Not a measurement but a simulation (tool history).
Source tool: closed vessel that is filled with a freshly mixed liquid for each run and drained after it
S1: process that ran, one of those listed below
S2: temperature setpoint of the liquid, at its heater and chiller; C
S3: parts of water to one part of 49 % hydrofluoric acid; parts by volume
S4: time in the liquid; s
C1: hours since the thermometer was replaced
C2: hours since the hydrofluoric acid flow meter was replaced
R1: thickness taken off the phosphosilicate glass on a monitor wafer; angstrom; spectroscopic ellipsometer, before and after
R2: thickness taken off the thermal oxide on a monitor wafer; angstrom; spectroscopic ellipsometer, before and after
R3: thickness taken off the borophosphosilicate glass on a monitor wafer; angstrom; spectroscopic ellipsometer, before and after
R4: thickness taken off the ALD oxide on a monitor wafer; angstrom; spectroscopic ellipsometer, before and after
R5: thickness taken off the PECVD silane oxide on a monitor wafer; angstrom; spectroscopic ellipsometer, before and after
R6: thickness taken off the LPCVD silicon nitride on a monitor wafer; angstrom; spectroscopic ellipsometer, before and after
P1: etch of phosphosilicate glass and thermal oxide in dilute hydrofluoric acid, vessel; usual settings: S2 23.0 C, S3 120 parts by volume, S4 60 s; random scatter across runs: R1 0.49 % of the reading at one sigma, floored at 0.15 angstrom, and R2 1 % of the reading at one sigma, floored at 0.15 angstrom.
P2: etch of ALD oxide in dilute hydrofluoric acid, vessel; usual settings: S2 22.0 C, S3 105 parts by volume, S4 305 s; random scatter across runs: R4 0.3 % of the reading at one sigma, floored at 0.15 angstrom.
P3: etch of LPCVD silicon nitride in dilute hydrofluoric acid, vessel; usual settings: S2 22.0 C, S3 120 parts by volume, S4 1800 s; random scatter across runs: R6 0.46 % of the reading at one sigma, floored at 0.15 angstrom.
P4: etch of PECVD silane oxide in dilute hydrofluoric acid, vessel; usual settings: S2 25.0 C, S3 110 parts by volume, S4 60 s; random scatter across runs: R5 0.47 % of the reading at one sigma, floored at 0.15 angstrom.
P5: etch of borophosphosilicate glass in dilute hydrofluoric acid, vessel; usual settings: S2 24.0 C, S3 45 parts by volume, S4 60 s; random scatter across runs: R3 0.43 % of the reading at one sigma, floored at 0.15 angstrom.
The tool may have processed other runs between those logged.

| run | day | S1 | S2 | S3 | S4 | C1 | C2 | R1 | R2 | R3 | R4 | R5 | R6 |
|---|---|---|---|---|---|---|---|---|---|---|---|---|---|
| 1 | 0.562 | P1 | 23.0 | 120 | 60 | 1105.7 | 383.4 | 439.14 | 23.359 |  |  |  |  |
| 2 | 1.258 | P5 | 24.0 | 75 | 60 | 1122.4 | 400.1 |  |  | 346.77 |  |  |  |
| 3 | 1.879 | P2 | 22.0 | 105 | 60 | 1137.3 | 415.0 |  |  |  | 51.55 |  |  |
| 4 | 2.421 | P1 | 23.0 | 120 | 60 | 1150.3 | 428.0 | 439.46 | 22.692 |  |  |  |  |
| 5 | 2.808 | P4 | 25.0 | 40 | 60 | 1159.6 | 437.3 |  |  |  |  | 669.72 |  |
| 6 | 3.221 | P3 | 22.0 | 185 | 1800 | 1169.5 | 447.2 |  |  |  |  |  | 38.0070 |
| 7 | 3.617 | P1 | 23.0 | 165 | 95 | 1179.0 | 456.7 | 480.80 | 25.514 |  |  |  |  |
| 8 | 3.975 | P1 | 27.0 | 120 | 60 | 1187.6 | 465.3 | 509.72 | 27.320 |  |  |  |  |
| 9 | 4.496 | P3 | 22.0 | 120 | 65 | 1200.1 | 477.8 |  |  |  |  |  | 2.0572 |
| 10 | 5.075 | P4 | 25.0 | 110 | 60 | 1214.0 | 491.7 |  |  |  |  | 220.87 |  |
| 11 | 5.629 | P1 | 23.0 | 120 | 60 | 1227.3 | 505.0 | 440.42 | 22.824 |  |  |  |  |
| 12 | 6.042 | P5 | 24.0 | 45 | 60 | 1237.2 | 514.9 |  |  | 602.73 |  |  |  |
| 13 | 6.638 | P1 | 23.0 | 120 | 30 | 1251.5 | 529.2 | 218.93 | 11.308 |  |  |  |  |
| 14 | 7.112 | P1 | 23.0 | 40 | 60 | 1262.9 | 540.6 | 1456.50 | 76.130 |  |  |  |  |
| 15 | 7.779 | P4 | 25.0 | 110 | 60 | 1278.9 | 556.6 |  |  |  |  | 220.86 |  |
| 16 | 8.512 | P1 | 23.0 | 120 | 60 | 1296.5 | 574.2 | 439.44 | 23.122 |  |  |  |  |
| 17 | 8.875 | P3 | 26.0 | 120 | 1800 | 1305.2 | 582.9 |  |  |  |  |  | 75.1660 |
| 18 | 9.296 | P1 | 23.0 | 120 | 110 | 1315.3 | 593.0 | 798.40 | 41.412 |  |  |  |  |
| 19 | 9.704 | P3 | 22.0 | 120 | 1800 | 1325.1 | 602.8 |  |  |  |  |  | 58.1060 |
| 20 | 10.121 | P1 | 18.0 | 120 | 60 | 1335.1 | 612.8 | 359.99 | 18.989 |  |  |  |  |
| 21 | 10.758 | P2 | 22.0 | 155 | 305 | 1350.4 | 628.1 |  |  |  | 168.79 |  |  |
| 22 | 11.204 | P4 | 20.5 | 110 | 60 | 1361.1 | 638.8 |  |  |  |  | 186.10 |  |
| 23 | 11.804 | P2 | 17.0 | 105 | 305 | 1375.5 | 653.2 |  |  |  | 215.25 |  |  |
| 24 | 12.529 | P1 | 23.0 | 195 | 60 | 1392.9 | 670.6 | 248.54 | 12.495 |  |  |  |  |
| 25 | 13.146 | P4 | 25.0 | 110 | 120 | 1407.7 | 685.4 |  |  |  |  | 442.65 |  |
| 26 | 13.875 | P5 | 24.0 | 45 | 60 | 1425.2 | 702.9 |  |  | 603.20 |  |  |  |
| 27 | 14.571 | P5 | 32.0 | 45 | 60 | 1441.9 | 719.6 |  |  | 827.72 |  |  |  |
| 28 | 15.196 | P2 | 22.0 | 105 | 305 | 1456.9 | 734.6 |  |  |  | 262.57 |  |  |
| 29 | 15.858 | P1 | 23.0 | 50 | 35 | 1472.8 | 750.5 | 673.74 | 34.556 |  |  |  |  |
| 30 | 16.433 | P1 | 26.5 | 120 | 30 | 1486.6 | 764.3 | 250.32 | 13.134 |  |  |  |  |
| 31 | 17.000 | P5 | 24.0 | 45 | 95 | 1500.2 | 777.9 |  |  | 950.94 |  |  |  |
| 32 | 17.458 | P1 | 23.0 | 120 | 60 | 1511.2 | 788.9 | 433.96 | 23.687 |  |  |  |  |
| 33 | 18.133 | P1 | 23.0 | 120 | 60 | 1527.4 | 805.1 | 446.77 | 23.161 |  |  |  |  |
| 34 | 18.567 | P1 | 23.0 | 120 | 60 | 1537.8 | 815.5 | 454.06 | 24.093 |  |  |  |  |
| 35 | 18.933 | P1 | 23.0 | 120 | 60 | 1546.6 | 824.3 | 457.34 | 24.656 |  |  |  |  |
| 36 | 19.300 | P1 | 23.0 | 120 | 60 | 1555.4 | 833.1 | 465.75 | 24.468 |  |  |  |  |
| 37 | 19.712 | P1 | 23.0 | 120 | 60 | 1565.3 | 843.0 | 462.41 | 24.235 |  |  |  |  |
| 38 | 20.350 | P1 | 23.0 | 120 | 60 | 1580.6 | 858.3 | 461.68 | 24.322 |  |  |  |  |
| 39 | 21.025 | P1 | 23.0 | 120 | 60 | 1596.8 | 874.5 | 465.39 | 23.977 |  |  |  |  |
| 40 | 21.408 | P1 | 23.0 | 120 | 60 | 1606.0 | 883.7 | 465.32 | 24.545 |  |  |  |  |
| 41 | 21.946 | P1 | 23.0 | 120 | 60 | 1618.9 | 896.6 | 467.83 | 24.246 |  |  |  |  |
| 42 | 22.450 | P1 | 23.0 | 120 | 60 | 1631.0 | 908.7 | 461.48 | 24.606 |  |  |  |  |

P1 has crept away from where it was. The log is fitted equally well by each of these 2 causes, at the sizes shown:
A: hydrofluoric acid flow above the setpoint (%) = 5.63
B: liquid hotter than its thermometer reads (K) = 1.6
The process output started creeping at around day 17.458.

Each of the 4 check runs below uses one wafer; its results are left as question marks. Which run tells the causes apart?
| check 1 | 22.954 | P2 | 22.0 | 105 | 305 |  |  |  |  |  | ? |  |  |
| check 2 | 22.954 | P3 | 22.0 | 120 | 1800 |  |  |  |  |  |  |  | ? |
| check 3 | 22.954 | P4 | 25.0 | 110 | 60 |  |  |  |  |  |  | ? |  |
| check 4 | 22.954 | P5 | 24.0 | 45 | 60 |  |  |  |  | ? |  |  |  |

What every check run would give for each of its results, assuming each possible cause in turn:
| check | result | if A | if B |
|---|---|---|---|
| check 1 | R4 | 279.79 | 280.50 |
| check 2 | R6 | 61.3910 | 64.6540 |
| check 3 | R5 | 236.48 | 236.44 |
| check 4 | R3 | 637.38 | 642.30 |
Distance between the nearest two causes, measured in the result of the check that separates them most: check 1 0.25 %; check 2 5.18 %; check 3 0.02 %; check 4 0.77 %
Check 2 tells the causes apart: in the others they would give nearly the same result.

Check 2 has now been run. It gave: R6 61.2010 angstrom. Which of the candidate causes is it?

Of the candidate causes, it is A: hydrofluoric acid flow above the setpoint (%).
